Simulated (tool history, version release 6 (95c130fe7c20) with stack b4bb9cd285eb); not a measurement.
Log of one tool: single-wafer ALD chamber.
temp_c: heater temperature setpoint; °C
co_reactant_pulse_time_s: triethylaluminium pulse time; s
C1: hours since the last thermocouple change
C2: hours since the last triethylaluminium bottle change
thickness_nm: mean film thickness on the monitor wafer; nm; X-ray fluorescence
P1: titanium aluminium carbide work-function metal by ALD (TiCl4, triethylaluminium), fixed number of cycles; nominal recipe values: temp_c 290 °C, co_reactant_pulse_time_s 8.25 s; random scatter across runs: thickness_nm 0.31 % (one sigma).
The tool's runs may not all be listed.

run 1 day=0.412 | temp_c=290 co_reactant_pulse_time_s=8.25 | C1=289.8 C2=754.1 | thickness_nm=1.8665
run 2 day=1.071 | temp_c=311 co_reactant_pulse_time_s=5.94 | C1=305.6 C2=769.9 | thickness_nm=1.8784
run 3 day=1.408 | temp_c=315 co_reactant_pulse_time_s=8.25 | C1=313.7 C2=778 | thickness_nm=2.0698
-- day=1.442 thermocouple changed; heater temperature recalibrated
run 4 day=1.75 | temp_c=290 co_reactant_pulse_time_s=8.25 | C1=7.5 C2=786.2 | thickness_nm=1.8785
run 5 day=2.3 | temp_c=290 co_reactant_pulse_time_s=2.91 | C1=20.7 C2=799.4 | thickness_nm=1.2519
run 6 day=2.679 | temp_c=290 co_reactant_pulse_time_s=11.78 | C1=29.8 C2=808.5 | thickness_nm=1.9529
run 7 day=3.071 | temp_c=290 co_reactant_pulse_time_s=8.25 | C1=39.2 C2=817.9 | thickness_nm=1.8669
-- day=3.258 triethylaluminium bottle replaced
run 8 day=3.675 | temp_c=290 co_reactant_pulse_time_s=8.25 | C1=53.7 C2=10.1 | thickness_nm=1.8655
run 9 day=4.229 | temp_c=266 co_reactant_pulse_time_s=8.25 | C1=67 C2=23.4 | thickness_nm=1.6621
run 10 day=4.65 | temp_c=290 co_reactant_pulse_time_s=8.25 | C1=77.1 C2=33.5 | thickness_nm=1.8666
run 11 day=5.262 | temp_c=290 co_reactant_pulse_time_s=8.25 | C1=91.8 C2=48.2 | thickness_nm=1.8592
run 12 day=5.729 | temp_c=290 co_reactant_pulse_time_s=8.25 | C1=103 C2=59.4 | thickness_nm=1.844
run 13 day=6.108 | temp_c=290 co_reactant_pulse_time_s=8.25 | C1=112.1 C2=68.5 | thickness_nm=1.8427
run 14 day=6.738 | temp_c=290 co_reactant_pulse_time_s=8.25 | C1=127.2 C2=83.6 | thickness_nm=1.8405
run 15 day=7.217 | temp_c=290 co_reactant_pulse_time_s=8.25 | C1=138.7 C2=95.1 | thickness_nm=1.8369
run 16 day=7.567 | temp_c=290 co_reactant_pulse_time_s=8.25 | C1=147.1 C2=103.5 | thickness_nm=1.8461
run 17 day=8.325 | temp_c=290 co_reactant_pulse_time_s=8.25 | C1=165.3 C2=121.7 | thickness_nm=1.8449
run 18 day=8.771 | temp_c=290 co_reactant_pulse_time_s=8.25 | C1=176 C2=132.4 | thickness_nm=1.8512

The next listed run, before its measurement:
run 19 day=9.354 | temp_c=290 co_reactant_pulse_time_s=8.25 | C1=190 C2=146.4 | thickness_nm=?

{"run 19": {"thickness_nm": 1.8366}}
